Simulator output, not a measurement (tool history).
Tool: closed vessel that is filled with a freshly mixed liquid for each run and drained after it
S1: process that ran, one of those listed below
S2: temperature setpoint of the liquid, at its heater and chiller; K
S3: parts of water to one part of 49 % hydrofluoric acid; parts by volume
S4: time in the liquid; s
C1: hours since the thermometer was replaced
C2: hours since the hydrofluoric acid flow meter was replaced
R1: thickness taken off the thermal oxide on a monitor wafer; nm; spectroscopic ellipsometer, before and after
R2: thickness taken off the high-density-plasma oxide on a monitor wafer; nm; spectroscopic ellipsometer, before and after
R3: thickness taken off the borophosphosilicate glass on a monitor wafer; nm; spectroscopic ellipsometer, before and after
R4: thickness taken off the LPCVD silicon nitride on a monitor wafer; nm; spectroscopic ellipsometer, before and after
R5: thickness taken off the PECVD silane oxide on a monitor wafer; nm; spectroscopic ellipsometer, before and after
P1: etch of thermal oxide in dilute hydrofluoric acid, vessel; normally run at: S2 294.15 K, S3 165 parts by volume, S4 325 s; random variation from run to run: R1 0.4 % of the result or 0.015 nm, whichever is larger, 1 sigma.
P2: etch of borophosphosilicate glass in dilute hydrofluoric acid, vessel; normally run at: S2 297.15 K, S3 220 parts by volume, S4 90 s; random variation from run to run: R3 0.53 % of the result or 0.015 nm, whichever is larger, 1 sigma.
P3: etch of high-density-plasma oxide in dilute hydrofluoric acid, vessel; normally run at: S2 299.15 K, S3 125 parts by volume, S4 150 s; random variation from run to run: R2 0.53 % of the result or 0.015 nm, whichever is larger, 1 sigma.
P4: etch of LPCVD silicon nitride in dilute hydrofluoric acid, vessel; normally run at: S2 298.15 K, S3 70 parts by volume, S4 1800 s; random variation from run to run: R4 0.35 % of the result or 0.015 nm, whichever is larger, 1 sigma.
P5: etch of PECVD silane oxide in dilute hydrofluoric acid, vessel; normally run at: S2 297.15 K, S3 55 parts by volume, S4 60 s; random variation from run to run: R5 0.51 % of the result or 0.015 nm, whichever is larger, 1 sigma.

run	hour	S1	S2	S3	S4	C1	C2	R1	R2	R3	R4	R5
1	5.0	P1	294.15	165	325	606.8	443.9	7.96440				
2	8.3	P3	299.15	125	150	610.1	447.2		7.8305			
3	12.0	P1	294.15	270	565	613.8	450.9	7.60490				
4	15.5	P2	297.15	220	90	617.3	454.4			15.185		
5	18.1	P1	294.15	165	40	619.9	457.0	0.97516				
6	20.9	P3	299.15	125	150	622.7	459.8		7.8831			
7	26.8	P4	298.15	125	1800	628.6	465.7				7.7873	
8	31.9	P1	294.15	165	325	633.7	470.8	8.01400				
9	37.9	P5	297.15	55	110	639.7	476.8					53.059
10	41.3	P3	299.15	70	150	643.1	480.2		14.9440			
# hour 41.5: thermometer replaced
11	46.2	P5	297.15	20	60	4.7	485.1					83.537
12	50.7	P4	298.15	70	1800	9.2	489.6				13.9210	
13	55.8	P5	297.15	55	60	14.3	494.7					29.182
14	59.9	P1	294.15	165	325	18.4	498.8	7.91480				
15	62.9	P1	290.15	165	325	21.4	501.8	6.78930				
16	68.0	P2	297.15	220	135	26.5	506.9			22.928		
17	71.7	P2	297.15	60	90	30.2	510.6			67.030		
18	75.8	P1	294.15	70	325	34.3	514.7	20.83900				
19	79.7	P1	294.15	270	325	38.2	518.6	4.41590				
20	83.3	P5	304.15	55	60	41.8	522.2					38.214
21	88.0	P2	297.15	220	90	46.5	526.9			14.973		
22	92.5	P4	305.65	70	1800	51.0	531.4				22.4410	
23	96.5	P1	294.15	165	325	55.0	535.4	7.98190				
24	101.5	P1	294.15	165	600	60.0	540.4	14.74400				
25	104.4	P1	294.15	275	30	62.9	543.3	0.41503				
26	110.2	P4	298.15	70	2785	68.7	549.1				21.4990	
27	114.7	P1	299.65	165	325	73.2	553.6	9.75380				
28	119.9	P5	297.15	55	60	78.4	558.8					28.768
29	122.9	P3	299.15	125	30	81.4	561.8		1.5578			
30	127.2	P1	294.15	165	325	85.7	566.1	7.97620				
31	131.6	P3	305.65	125	150	90.1	570.5		9.9964			
32	134.3	P2	305.15	220	90	92.8	573.2			20.066		
33	139.8	P1	294.15	165	325	98.3	578.7	7.95700				
34	143.7	P1	294.15	165	325	102.2	582.6	7.70230				
35	146.6	P1	294.15	165	325	105.1	585.5	7.50500				
36	152.2	P1	294.15	165	325	110.7	591.1	7.42020				
37	155.2	P1	294.15	165	325	113.7	594.1	7.38040				
38	157.9	P1	294.15	165	325	116.4	596.8	7.29250				
39	162.8	P1	294.15	165	325	121.3	601.7	7.32900				
40	167.8	P1	294.15	165	325	126.3	606.7	7.32440				

What P1 gives has crept away from where it was. These 2 causes fit the log equally well, each at the size given:
A: liquid colder than its thermometer reads (K) = 2.3
B: hydrofluoric acid flow below the setpoint (%) = 7.41
The creep began at about hour 139.8.

4 check runs are offered, one wafer each, their results left as question marks. Which one tells the causes apart?
check 1	172.8	P4	304.65	70	1800						?	
check 2	172.8	P5	303.15	55	90							?
check 3	172.8	P2	304.65	115	90					?		
check 4	172.8	P3	305.15	125	150				?			

What each check would give under each cause:
check	result	if A	if B
check 1	R4	18.2270	19.5320
check 2	R5	50.456	50.812
check 3	R3	39.745	39.541
check 4	R2	9.0265	8.9603
How far apart the two closest causes lie, in the result that separates them most: check 1 6.91 %; check 2 0.7 %; check 3 0.52 %; check 4 0.74 %
Only check 1 tells the causes apart: in the others they would give nearly the same result.

Check 1 was then run and gave: R4 19.5190 nm. Which cause is it?

It is B: hydrofluoric acid flow below the setpoint (%).
